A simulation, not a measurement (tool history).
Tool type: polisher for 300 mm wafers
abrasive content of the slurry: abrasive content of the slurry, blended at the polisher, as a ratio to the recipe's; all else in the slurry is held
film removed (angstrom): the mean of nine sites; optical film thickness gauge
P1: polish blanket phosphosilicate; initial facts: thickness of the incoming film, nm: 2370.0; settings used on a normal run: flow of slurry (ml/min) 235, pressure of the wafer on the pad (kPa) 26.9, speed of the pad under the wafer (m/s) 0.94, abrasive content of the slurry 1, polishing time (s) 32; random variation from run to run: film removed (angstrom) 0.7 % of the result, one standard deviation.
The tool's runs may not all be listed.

run    day  flow of slurry (ml/min)  pressure of the wafer on the pad (kPa)  speed of the pad under the wafer (m/s)  abrasive content of the slurry  polishing time (s)  wafers polished on this pad  hours since the slurry nozzle was cleaned  hours since the head pressure was calibrated  hours since the slurry blender was calibrated  hours since the conditioning disc was replaced  film removed (angstrom)
  1  0.533                      235                                    26.9                                    0.94                               1                  32                          429                                      566.8                                         636.1                                          101.1                                           298.3                   2866.2
  2  0.817                      140                                    26.9                                    0.94                               1                  32                          486                                      573.6                                         642.9                                          107.9                                           305.1                   2675.3
  3  1.258                      235                                    42.1                                    0.94                               1                  32                          574                                      584.2                                         653.5                                          118.5                                           315.7                   4502.7
  4  1.658                      235                                    26.9                                    0.94                               1                  45                          654                                      593.8                                         663.1                                          128.1                                           325.3                   4041.6
  5  2.108                      235                                    26.9                                    0.94                               1                  32                          744                                      604.6                                         673.9                                          138.9                                           336.1                   2897.2
  6  2.417                      235                                    26.9                                    0.94                            1.45                  32                          806                                        612                                         681.3                                          146.3                                           343.5                     3370
  7    2.8                      235                                    26.9                                    0.94                               1                  20                          882                                      621.2                                         690.5                                          155.5                                           352.7                   1797.1
  8  3.329                      235                                    26.9                                    0.94                               1                  32                          988                                      633.9                                         703.2                                          168.2                                           365.4                   2850.9
  9  3.588                      235                                    13.8                                    0.94                               1                  32                         1040                                      640.1                                         709.4                                          174.4                                           371.6                   1470.8
 10  3.971                      295                                    26.9                                    0.94                               1                  32                         1117                                      649.3                                         718.6                                          183.6                                           380.8                   2949.6
 11  4.217                      300                                    34.5                                    0.94                               1                  32                         1166                                      655.2                                         724.5                                          189.5                                           386.7                   3765.6
 12  4.525                      235                                    26.9                                     1.4                               1                  32                         1228                                      662.6                                         731.9                                          196.9                                           394.1                   3934.4
 13  4.942                      235                                    26.9                                    0.44                               1                  32                         1311                                      672.6                                         741.9                                          206.9                                           404.1                   1583.2
 14   5.35                      235                                    26.9                                    0.94                            0.55                  32                         1393                                      682.4                                         751.7                                          216.7                                           413.9                   2092.5
 15  5.738                      235                                    26.9                                    0.94                               1                  32                         1470                                      691.7                                           761                                            226                                           423.2                   2900.5
 16  6.125                      235                                    26.9                                    0.94                               1                  32                         1548                                        701                                         770.3                                          235.3                                           432.5                     2832

Expected results for the next run?
 17  6.579                      330                                    26.9                                    0.94                             0.8                  32                         1639                                      711.9                                         781.2                                          246.2                                           443.4                        ?

Run 17 measured film removed (angstrom) 2670.4.

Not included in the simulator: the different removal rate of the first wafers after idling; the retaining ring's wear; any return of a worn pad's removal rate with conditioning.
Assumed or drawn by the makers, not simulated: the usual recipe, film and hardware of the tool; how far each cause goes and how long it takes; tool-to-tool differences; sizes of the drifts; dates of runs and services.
